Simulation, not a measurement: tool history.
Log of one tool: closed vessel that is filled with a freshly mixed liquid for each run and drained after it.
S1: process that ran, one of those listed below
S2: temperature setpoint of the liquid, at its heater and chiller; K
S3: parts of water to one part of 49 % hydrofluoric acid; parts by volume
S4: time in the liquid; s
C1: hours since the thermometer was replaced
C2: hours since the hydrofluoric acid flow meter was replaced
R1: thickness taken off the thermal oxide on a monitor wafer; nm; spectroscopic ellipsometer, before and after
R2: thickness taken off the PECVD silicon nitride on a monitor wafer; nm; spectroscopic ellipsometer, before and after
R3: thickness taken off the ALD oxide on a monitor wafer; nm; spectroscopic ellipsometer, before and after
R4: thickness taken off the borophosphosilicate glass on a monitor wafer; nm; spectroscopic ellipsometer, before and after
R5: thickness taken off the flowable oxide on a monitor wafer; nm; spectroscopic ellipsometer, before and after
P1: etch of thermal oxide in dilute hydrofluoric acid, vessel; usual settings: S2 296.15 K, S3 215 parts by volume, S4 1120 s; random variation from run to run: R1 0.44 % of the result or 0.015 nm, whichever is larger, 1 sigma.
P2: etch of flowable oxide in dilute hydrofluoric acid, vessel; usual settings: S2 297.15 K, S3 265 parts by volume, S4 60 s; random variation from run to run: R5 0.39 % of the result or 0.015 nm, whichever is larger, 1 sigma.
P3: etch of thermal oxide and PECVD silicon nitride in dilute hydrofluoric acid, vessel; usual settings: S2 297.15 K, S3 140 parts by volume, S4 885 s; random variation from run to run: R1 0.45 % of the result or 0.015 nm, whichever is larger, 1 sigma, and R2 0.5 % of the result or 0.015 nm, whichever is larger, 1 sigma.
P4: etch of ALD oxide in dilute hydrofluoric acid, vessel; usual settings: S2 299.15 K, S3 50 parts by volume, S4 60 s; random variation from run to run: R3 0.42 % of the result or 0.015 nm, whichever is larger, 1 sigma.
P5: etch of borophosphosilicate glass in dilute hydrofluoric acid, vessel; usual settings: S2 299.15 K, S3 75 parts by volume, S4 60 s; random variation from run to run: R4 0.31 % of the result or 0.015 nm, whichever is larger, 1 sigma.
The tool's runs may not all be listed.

Run 1, hour 4: S1 P1, S2 296.15 K, S3 215 parts by volume, S4 1120 s; C1 1479.7; C2 235.2. Result: R1 21.898 nm.
Run 2, hour 7: S1 P1, S2 296.15 K, S3 215 parts by volume, S4 1120 s; C1 1482.7; C2 238.2. Result: R1 22.17 nm.
Run 3, hour 11.6: S1 P1, S2 296.15 K, S3 215 parts by volume, S4 1120 s; C1 1487.3; C2 242.8. Result: R1 22.093 nm.
Run 4, hour 17.2: S1 P1, S2 296.15 K, S3 215 parts by volume, S4 1120 s; C1 1492.9; C2 248.4. Result: R1 22.023 nm.
Run 5, hour 20.3: S1 P3, S2 297.15 K, S3 140 parts by volume, S4 885 s; C1 1496; C2 251.5. Result: R1 26.931 nm, R2 17.28 nm.
Run 6, hour 26.2: S1 P1, S2 296.15 K, S3 215 parts by volume, S4 1935 s; C1 1501.9; C2 257.4. Result: R1 38.182 nm.
Run 7, hour 30.6: S1 P4, S2 299.15 K, S3 80 parts by volume, S4 60 s; C1 1506.3; C2 261.8. Result: R3 17.686 nm.
Run 8, hour 34.8: S1 P1, S2 296.15 K, S3 100 parts by volume, S4 1120 s; C1 1510.5; C2 266. Result: R1 53.886 nm.
Run 9, hour 39.5: S1 P4, S2 293.65 K, S3 50 parts by volume, S4 60 s; C1 1515.2; C2 270.7. Result: R3 23.663 nm.
Run 10, hour 45.9: S1 P4, S2 299.15 K, S3 50 parts by volume, S4 60 s; C1 1521.6; C2 277.1. Result: R3 29.521 nm.
Run 11, hour 52.3: S1 P5, S2 299.15 K, S3 75 parts by volume, S4 95 s; C1 1528; C2 283.5. Result: R4 93.798 nm.
Run 12, hour 57.1: S1 P3, S2 297.15 K, S3 25 parts by volume, S4 885 s; C1 1532.8; C2 288.3. Result: R1 176.59 nm, R2 94.832 nm.
Run 13, hour 61.7: S1 P1, S2 302.65 K, S3 75 parts by volume, S4 1120 s; C1 1537.4; C2 292.9. Result: R1 96.416 nm.
Run 14, hour 65.1: S1 P1, S2 296.15 K, S3 345 parts by volume, S4 1120 s; C1 1540.8; C2 296.3. Result: R1 12.208 nm.
Run 15, hour 68.5: S1 P1, S2 304.15 K, S3 215 parts by volume, S4 1120 s; C1 1544.2; C2 299.7. Result: R1 29.445 nm.
Run 16, hour 74.1: S1 P1, S2 296.15 K, S3 215 parts by volume, S4 590 s; C1 1549.8; C2 305.3. Result: R1 11.576 nm.
Run 17, hour 80.7: S1 P3, S2 297.15 K, S3 140 parts by volume, S4 1300 s; C1 1556.4; C2 311.9. Result: R1 39.826 nm, R2 25.556 nm.
Run 18, hour 86.5: S1 P1, S2 290.15 K, S3 215 parts by volume, S4 1120 s; C1 1562.2; C2 317.7. Result: R1 17.539 nm.
Run 19, hour 92.7: S1 P5, S2 299.15 K, S3 75 parts by volume, S4 60 s; C1 1568.4; C2 323.9. Result: R4 59.422 nm.
Run 20, hour 99.1: S1 P2, S2 290.15 K, S3 265 parts by volume, S4 60 s; C1 1574.8; C2 330.3. Result: R5 5.4924 nm.
Run 21, hour 104.2: S1 P5, S2 299.15 K, S3 105 parts by volume, S4 60 s; C1 1579.9; C2 335.4. Result: R4 40.72 nm.
Run 22, hour 110.4: S1 P3, S2 304.65 K, S3 140 parts by volume, S4 885 s; C1 1586.1; C2 341.6. Result: R1 35.988 nm, R2 27.84 nm.
Run 23, hour 114.9: S1 P4, S2 299.15 K, S3 50 parts by volume, S4 60 s; C1 1590.6; C2 346.1. Result: R3 29.677 nm.
Run 24, hour 119.3: S1 P5, S2 299.15 K, S3 75 parts by volume, S4 60 s; C1 1595; C2 350.5. Result: R4 59.037 nm.
Run 25, hour 124.4: S1 P1, S2 290.15 K, S3 120 parts by volume, S4 1120 s; C1 1600.1; C2 355.6. Result: R1 34.082 nm.
Run 26, hour 129.6: S1 P2, S2 297.15 K, S3 120 parts by volume, S4 60 s; C1 1605.3; C2 360.8. Result: R5 18.298 nm.
Run 27, hour 134: S1 P2, S2 297.15 K, S3 265 parts by volume, S4 60 s; C1 1609.7; C2 365.2. Result: R5 7.0946 nm.
Run 28, hour 137.3: S1 P5, S2 306.15 K, S3 75 parts by volume, S4 60 s; C1 1613; C2 368.5. Result: R4 77.29 nm.
Run 29, hour 141.6: S1 P2, S2 297.15 K, S3 265 parts by volume, S4 60 s; C1 1617.3; C2 372.8. Result: R5 7.1464 nm.
Run 30, hour 144.9: S1 P2, S2 297.15 K, S3 265 parts by volume, S4 30 s; C1 1620.6; C2 376.1. Result: R5 3.5669 nm.
Run 31, hour 148.1: S1 P4, S2 299.15 K, S3 50 parts by volume, S4 30 s; C1 1623.8; C2 379.3. Result: R3 14.88 nm.
Run 32, hour 150.9: S1 P1, S2 296.15 K, S3 215 parts by volume, S4 1120 s; C1 1626.6; C2 382.1. Result: R1 22.034 nm.
Run 33, hour 153.9: S1 P1, S2 296.15 K, S3 215 parts by volume, S4 1120 s; C1 1629.6; C2 385.1. Result: R1 22.111 nm.
Run 34, hour 159.3: S1 P1, S2 296.15 K, S3 215 parts by volume, S4 1120 s; C1 1635; C2 390.5. Result: R1 22.053 nm.
Run 35, hour 163.4: S1 P1, S2 296.15 K, S3 215 parts by volume, S4 1120 s; C1 1639.1; C2 394.6. Result: R1 22.053 nm.
Run 36, hour 169.1: S1 P1, S2 296.15 K, S3 215 parts by volume, S4 1120 s; C1 1644.8; C2 400.3. Result: R1 22.387 nm.

Forecast run 37:
Run 37, hour 174.1: S1 P1, S2 296.15 K, S3 215 parts by volume, S4 1120 s; C1 1649.8; C2 405.3. Result: R1 ?.

{"run 37": {"R1": 22.845}}

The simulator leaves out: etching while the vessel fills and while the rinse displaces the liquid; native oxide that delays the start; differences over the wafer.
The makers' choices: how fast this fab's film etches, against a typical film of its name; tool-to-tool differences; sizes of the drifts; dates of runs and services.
